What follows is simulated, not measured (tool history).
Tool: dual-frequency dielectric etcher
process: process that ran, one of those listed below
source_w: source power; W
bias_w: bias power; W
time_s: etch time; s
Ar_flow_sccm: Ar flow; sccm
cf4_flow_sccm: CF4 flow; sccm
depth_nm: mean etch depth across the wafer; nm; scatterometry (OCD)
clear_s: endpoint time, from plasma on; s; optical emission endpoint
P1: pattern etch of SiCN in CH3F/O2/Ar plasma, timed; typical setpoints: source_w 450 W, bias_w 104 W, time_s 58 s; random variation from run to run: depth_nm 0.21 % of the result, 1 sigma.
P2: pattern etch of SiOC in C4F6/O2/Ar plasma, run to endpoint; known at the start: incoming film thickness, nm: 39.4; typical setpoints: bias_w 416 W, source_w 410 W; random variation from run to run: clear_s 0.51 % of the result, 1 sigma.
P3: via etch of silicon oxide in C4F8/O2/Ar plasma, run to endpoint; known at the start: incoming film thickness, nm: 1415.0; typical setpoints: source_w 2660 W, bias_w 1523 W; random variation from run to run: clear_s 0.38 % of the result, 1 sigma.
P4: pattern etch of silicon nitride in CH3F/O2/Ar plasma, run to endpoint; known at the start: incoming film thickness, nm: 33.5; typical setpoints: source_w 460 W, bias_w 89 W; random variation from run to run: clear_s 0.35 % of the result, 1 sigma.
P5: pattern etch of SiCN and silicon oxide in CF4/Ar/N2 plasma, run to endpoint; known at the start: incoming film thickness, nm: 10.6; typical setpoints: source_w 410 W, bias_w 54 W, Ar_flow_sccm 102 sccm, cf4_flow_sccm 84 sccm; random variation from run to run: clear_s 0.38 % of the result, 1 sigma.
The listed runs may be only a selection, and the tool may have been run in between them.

run    day  process  source_w  bias_w  time_s  Ar_flow_sccm  cf4_flow_sccm  depth_nm  clear_s
  1  0.325       P1       450     104      58                                 26.475
  2  0.646       P5       410      76                   102             84              12.52
  3    0.9       P2       410     416                                                  13.787
  4  1.133       P1       540     104      58                                 28.298
  5   1.45       P5       410      54                    81             84             13.483
  6  1.704       P5       560      54                   102             84             10.487
  7  1.975       P1       450     147      58                                 30.262
  8  2.283       P2       410     248                                                  16.525
  9  2.429       P1       450     104    83.5                                 37.892
 10  2.612       P4       460     124                                                  37.328
 11  2.846       P5       410      54                   102             84             13.911
 12    3.1       P1       310     125      58                                 24.775
 13  3.388       P1       450      62      58                                 21.951
 14  3.612       P1       530     104      32                                 15.466
 15  3.833       P4       260      89                                                  52.222
 16  4.025       P1       450     104      58                                  26.44
 17   4.25       P1       280     104      58                                 22.209
 18   4.45       P4       460      89                                                  42.032
 19  4.775       P1       450     104      32                                 14.608
 20  4.996       P3      2660    2135                                                  243.94
 21  5.179       P2       250     416                                                  16.627
 22  5.412       P1       450     104      58                                 26.382
 23  5.571       P3      2660    1523                                                  266.71

Predict the results of run 24:
 24  5.804       P3      2660    1523                                                       ?

clear_s: 266.53 s

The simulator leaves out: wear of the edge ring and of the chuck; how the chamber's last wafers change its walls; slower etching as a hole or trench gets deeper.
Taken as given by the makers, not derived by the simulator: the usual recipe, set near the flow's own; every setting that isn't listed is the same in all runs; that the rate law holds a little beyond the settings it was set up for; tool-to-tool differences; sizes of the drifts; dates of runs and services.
